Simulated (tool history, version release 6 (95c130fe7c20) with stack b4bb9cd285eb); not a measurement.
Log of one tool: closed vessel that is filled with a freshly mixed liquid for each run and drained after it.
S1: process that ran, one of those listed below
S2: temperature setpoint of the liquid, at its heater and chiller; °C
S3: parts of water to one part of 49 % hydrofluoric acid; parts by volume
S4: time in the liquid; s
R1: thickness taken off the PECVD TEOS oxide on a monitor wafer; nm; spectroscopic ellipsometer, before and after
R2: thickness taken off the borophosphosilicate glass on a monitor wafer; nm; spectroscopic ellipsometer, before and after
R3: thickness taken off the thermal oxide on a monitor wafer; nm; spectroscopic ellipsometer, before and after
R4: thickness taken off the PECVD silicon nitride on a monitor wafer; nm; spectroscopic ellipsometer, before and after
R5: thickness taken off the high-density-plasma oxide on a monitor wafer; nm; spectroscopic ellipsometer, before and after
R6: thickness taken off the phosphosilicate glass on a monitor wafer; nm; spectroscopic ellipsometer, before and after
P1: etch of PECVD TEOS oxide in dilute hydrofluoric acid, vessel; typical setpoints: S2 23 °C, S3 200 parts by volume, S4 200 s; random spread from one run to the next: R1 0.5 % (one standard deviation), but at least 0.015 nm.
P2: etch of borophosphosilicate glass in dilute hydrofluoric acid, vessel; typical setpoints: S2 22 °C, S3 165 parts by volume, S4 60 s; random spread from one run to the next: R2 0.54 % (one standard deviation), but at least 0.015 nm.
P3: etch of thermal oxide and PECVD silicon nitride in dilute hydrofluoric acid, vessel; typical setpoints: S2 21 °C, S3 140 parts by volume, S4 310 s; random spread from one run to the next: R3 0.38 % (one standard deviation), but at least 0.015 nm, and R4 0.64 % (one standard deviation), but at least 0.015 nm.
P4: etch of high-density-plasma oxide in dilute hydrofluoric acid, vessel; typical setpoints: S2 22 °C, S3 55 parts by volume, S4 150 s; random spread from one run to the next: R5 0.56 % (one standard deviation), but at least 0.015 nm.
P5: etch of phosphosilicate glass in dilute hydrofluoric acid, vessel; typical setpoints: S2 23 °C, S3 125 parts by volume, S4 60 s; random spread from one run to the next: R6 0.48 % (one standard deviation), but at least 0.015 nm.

run	day	S1	S2	S3	S4	R1	R2	R3	R4	R5	R6
1	0.325	P1	23	200	200	12.872					
2	0.65	P1	23	50	200	60.783					
3	1.138	P2	22	30	60		159.16				
4	1.579	P1	17	285	200	6.6522					
5	1.867	P3	21	140	310			8.383	3.1489		
6	2.288	P4	26	55	150					22.932	
7	2.808	P1	28	200	345	26.512					
8	3.192	P1	23	200	325	21.018					
9	3.508	P1	23	200	200	12.954					
10	3.883	P1	23	365	200	6.0888					
11	4.212	P3	21	140	310			8.396	3.1467		
12	4.6	P3	21	255	310			4.0527	1.7614		
13	4.933	P5	29	125	60						77.921
14	5.167	P5	23	125	115						117.45
15	5.417	P3	21	140	585			15.863	5.9979		
16	5.654	P2	27.5	165	60		30.134				
17	5.988	P1	23	200	200	12.783					
18	6.512	P2	22	165	60		24.834				
19	7.038	P1	18.5	200	200	10.857					
20	7.429	P2	22	165	30		12.393				
21	7.742	P2	22	165	60		24.731				
22	8.267	P1	23	200	200	12.957					
# day 8.567: hydrofluoric acid flow meter replaced
23	8.783	P4	22	55	150					19.322	
24	9.088	P1	31	200	200	17.162					
25	9.538	P5	23	65	60						127.27
26	9.95	P1	23	200	105	6.7682					
27	10.367	P5	23	125	60						61.724
28	10.8	P4	22	95	150					10.632	
29	11.129	P3	17	140	310			7.1599	2.4143		
30	11.575	P4	22	55	30					3.9019	
31	11.825	P1	23	200	200	12.707					
32	12.192	P1	23	200	200	13.351					
33	12.571	P1	23	200	200	13.7					
34	12.9	P1	23	200	200	13.677					
35	13.392	P1	23	200	200	13.953					
36	13.754	P1	23	200	200	14.024					
37	14.004	P1	23	200	200	13.833					
38	14.492	P1	23	200	200	14.225					
39	14.783	P1	23	200	200	14.183					

P1 has crept away from where it was. The log is fitted equally well by each of these 2 causes, at the sizes shown:
A: hydrofluoric acid flow above the setpoint (%) = 7.43
B: liquid hotter than its thermometer reads (K) = 2.35
Onset of the creep was near day 11.825.

4 check runs are offered, one wafer each, their results left as question marks. Which one tells the causes apart?
check 1	15.075	P3	21	235	310			?	?		
check 2	15.075	P4	22	90	30					?	
check 3	15.075	P5	23	125	115						?
check 4	15.075	P2	26	165	30		?				

Expected result of each check under each candidate cause:
check	result	if A	if B
check 1	R3	4.9596	4.9557
check 1	R4	2.0429	2.2118
check 2	R5	2.457	2.4952
check 3	R6	128.22	129.45
check 4	R2	15.656	15.669
Distance between the nearest two causes, measured in the result of the check that separates them most: check 1 7.94 %; check 2 1.54 %; check 3 0.95 %; check 4 0.09 %
Check 1 tells the causes apart: in the others they would give nearly the same result.

The results of check 1 are: R3 4.9906 nm; R4 2.1787 nm. Based on these, which of the listed causes is it?

It was cause B: liquid hotter than its thermometer reads (K).

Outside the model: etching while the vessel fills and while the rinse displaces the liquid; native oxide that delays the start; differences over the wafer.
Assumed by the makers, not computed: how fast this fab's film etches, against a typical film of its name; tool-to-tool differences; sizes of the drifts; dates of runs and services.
